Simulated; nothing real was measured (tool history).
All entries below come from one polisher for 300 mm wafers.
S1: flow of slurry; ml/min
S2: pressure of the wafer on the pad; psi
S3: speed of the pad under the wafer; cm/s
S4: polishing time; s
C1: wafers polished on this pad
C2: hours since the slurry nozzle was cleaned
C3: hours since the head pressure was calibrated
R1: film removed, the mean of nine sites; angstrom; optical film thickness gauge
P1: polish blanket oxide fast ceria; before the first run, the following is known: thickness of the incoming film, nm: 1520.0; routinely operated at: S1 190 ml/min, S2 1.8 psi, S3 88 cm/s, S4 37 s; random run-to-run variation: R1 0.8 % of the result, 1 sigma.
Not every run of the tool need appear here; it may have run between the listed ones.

| run | day | S1 | S2 | S3 | S4 | C1 | C2 | C3 | R1 |
|---|---|---|---|---|---|---|---|---|---|
| 1 | 0.417 | 190 | 1.8 | 88 | 37 | 816 | 42.7 | 204.8 | 2785.5 |
| 2 | 1.046 | 190 | 1.8 | 88 | 37 | 945 | 57.8 | 219.9 | 2783.1 |
| 3 | 1.488 | 190 | 1.8 | 88 | 37 | 1036 | 68.4 | 230.5 | 2785.1 |
| 4 | 2.092 | 260 | 1.8 | 88 | 20 | 1160 | 82.9 | 245 | 1555.9 |
|  | 2.125 | slurry nozzle cleaned |
| 5 | 2.567 | 190 | 1.2 | 88 | 37 | 1257 | 10.6 | 256.4 | 1858 |
| 6 | 3.108 | 275 | 1.8 | 88 | 37 | 1368 | 23.6 | 269.4 | 2866.8 |
| 7 | 3.804 | 190 | 1.8 | 88 | 37 | 1511 | 40.3 | 286.1 | 2769.1 |
| 8 | 4.312 | 255 | 1.8 | 124 | 37 | 1615 | 52.5 | 298.3 | 4077.3 |
| 9 | 4.996 | 190 | 1.8 | 88 | 17 | 1756 | 68.9 | 314.7 | 1301.4 |
| 10 | 5.717 | 115 | 1.8 | 88 | 37 | 1904 | 86.2 | 332 | 2531.4 |
| 11 | 6.146 | 190 | 1.8 | 40 | 37 | 1992 | 96.5 | 342.3 | 1262.9 |
| 12 | 6.496 | 190 | 1.8 | 88 | 52 | 2063 | 104.9 | 350.7 | 3898.4 |
| 13 | 7.162 | 190 | 2.3 | 88 | 37 | 2200 | 120.9 | 366.7 | 3602.1 |
| 14 | 7.846 | 190 | 1.8 | 136 | 37 | 2340 | 137.3 | 383.1 | 4306.3 |
| 15 | 8.542 | 190 | 1.8 | 88 | 37 | 2483 | 154 | 399.8 | 2772.4 |
| 16 | 8.908 | 190 | 1.8 | 88 | 37 | 2558 | 162.8 | 408.6 | 2746.3 |
| 17 | 9.258 | 190 | 1.8 | 88 | 37 | 2630 | 171.2 | 417 | 2718.8 |
| 18 | 9.621 | 190 | 1.8 | 88 | 37 | 2705 | 179.9 | 425.7 | 2715.7 |
| 19 | 10.021 | 190 | 1.8 | 88 | 37 | 2787 | 189.5 | 435.3 | 2659.1 |
| 20 | 10.492 | 190 | 1.8 | 88 | 37 | 2883 | 200.8 | 446.6 | 2649.8 |
| 21 | 11.112 | 190 | 1.8 | 88 | 37 | 3011 | 215.7 | 461.5 | 2582.6 |
| 22 | 11.638 | 190 | 1.8 | 88 | 37 | 3118 | 228.3 | 474.1 | 2598.5 |
|  | 12.221 | head pressure recalibrated |
| 23 | 12.296 | 190 | 1.8 | 88 | 37 | 3254 | 244.1 | 1.8 | 2615 |
| 24 | 12.742 | 190 | 1.8 | 88 | 37 | 3345 | 254.8 | 12.5 | 2576.9 |
| 25 | 13.188 | 190 | 1.8 | 88 | 37 | 3436 | 265.5 | 23.2 | 2561.4 |
| 26 | 13.704 | 190 | 1.8 | 88 | 37 | 3543 | 277.9 | 35.6 | 2563.7 |

Compared with where it was, what P1 gives has crept away. Each cause listed below fits the log as well as the rest, at the size given for it:
A: removal rate lost through wear of the pad, % = 7.94
B: slurry flow missing at the pad, % = 37.9
The onset of the drift is placed at about day 8.542.
Every other cause this tool's parts could produce, and why it does not fit the log:
head's pressure below its setpoint, %: serviced at day 12.221, which brought nothing back

Of the 4 check runs below, each run on 5 wafers with the results averaged and each result still a question mark, which one would tell the listed causes apart?
| check 1 | 14.221 | 190 | 1.8 | 58 | 37 |  |  |  | ? |
| check 2 | 14.221 | 135 | 1.8 | 130 | 37 |  |  |  | ? |
| check 3 | 14.221 | 190 | 1.8 | 126 | 26 |  |  |  | ? |
| check 4 | 14.221 | 190 | 1.8 | 124 | 48 |  |  |  | ? |

Predicted outcomes, by check and by cause:
| check | result | if A | if B |
|---|---|---|---|
| check 1 | R1 | 1695.7 | 1695.8 |
| check 2 | R1 | 3595.4 | 3489.8 |
| check 3 | R1 | 2588.6 | 2588.8 |
| check 4 | R1 | 4703.1 | 4703.4 |
Per check, the gap between the least separated pair of causes, taken in the result that splits them most: check 1 0.01 %; check 2 2.98 %; check 3 0.01 %; check 4 0.01 %
Of the check runs offered, only check 2 discriminates between the causes; the rest would read about the same regardless of which cause applies.

With check 2 done, the readings were: R1 3484.5 angstrom. Identify which of the listed causes applies.

B is the cause: slurry flow missing at the pad, %.
